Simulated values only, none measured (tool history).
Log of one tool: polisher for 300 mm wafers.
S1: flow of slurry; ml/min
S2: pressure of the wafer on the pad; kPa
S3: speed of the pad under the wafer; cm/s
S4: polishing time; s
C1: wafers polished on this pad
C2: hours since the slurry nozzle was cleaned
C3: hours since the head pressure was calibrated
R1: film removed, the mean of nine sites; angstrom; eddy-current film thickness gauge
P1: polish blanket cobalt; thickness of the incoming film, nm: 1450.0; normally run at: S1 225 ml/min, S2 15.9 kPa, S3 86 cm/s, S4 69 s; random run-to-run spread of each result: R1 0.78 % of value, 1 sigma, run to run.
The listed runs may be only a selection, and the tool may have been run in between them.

run,day,S1,S2,S3,S4,C1,C2,C3,R1
1,0.425,225,15.9,86,69,1156,697.6,310.6,3445.6
2,1.025,225,15.9,134,69,1243,712.0,325.0,5406.0
3,1.354,225,15.9,86,69,1290,719.9,332.9,3462.9
# day 1.521: worn pad replaced by a new one
4,1.750,225,15.9,86,69,33,729.4,342.4,3418.7
5,2.262,225,15.9,40,69,107,741.7,354.7,1597.6
6,2.558,225,24.8,86,69,150,748.8,361.8,5398.8
7,3.029,225,15.9,86,69,218,760.1,373.1,3462.3
8,3.321,225,15.9,86,69,260,767.1,380.1,3472.7
9,3.879,225,15.9,86,31,341,780.5,393.5,1558.9
10,4.192,225,9.0,86,69,386,788.0,401.0,1941.6
# day 4.383: slurry nozzle cleaned
11,4.742,350,15.9,86,34,466,8.6,414.2,1768.9
12,5.342,135,15.9,86,69,553,23.0,428.6,3211.3
13,5.675,290,15.9,86,46,601,31.0,436.6,2382.8
14,5.992,225,20.7,86,100,647,38.6,444.2,6516.9
15,6.271,330,15.9,86,69,688,45.3,450.9,3567.0
16,6.700,225,15.9,86,69,750,55.6,461.2,3448.8
17,6.988,225,15.9,86,108,792,62.5,468.1,5402.6
18,7.404,225,15.9,86,69,852,72.5,478.1,3413.7

Forecast run 19:
19,7.996,225,15.9,86,69,938,86.7,492.3,?

Run 19 yielded R1 3461.9 angstrom.

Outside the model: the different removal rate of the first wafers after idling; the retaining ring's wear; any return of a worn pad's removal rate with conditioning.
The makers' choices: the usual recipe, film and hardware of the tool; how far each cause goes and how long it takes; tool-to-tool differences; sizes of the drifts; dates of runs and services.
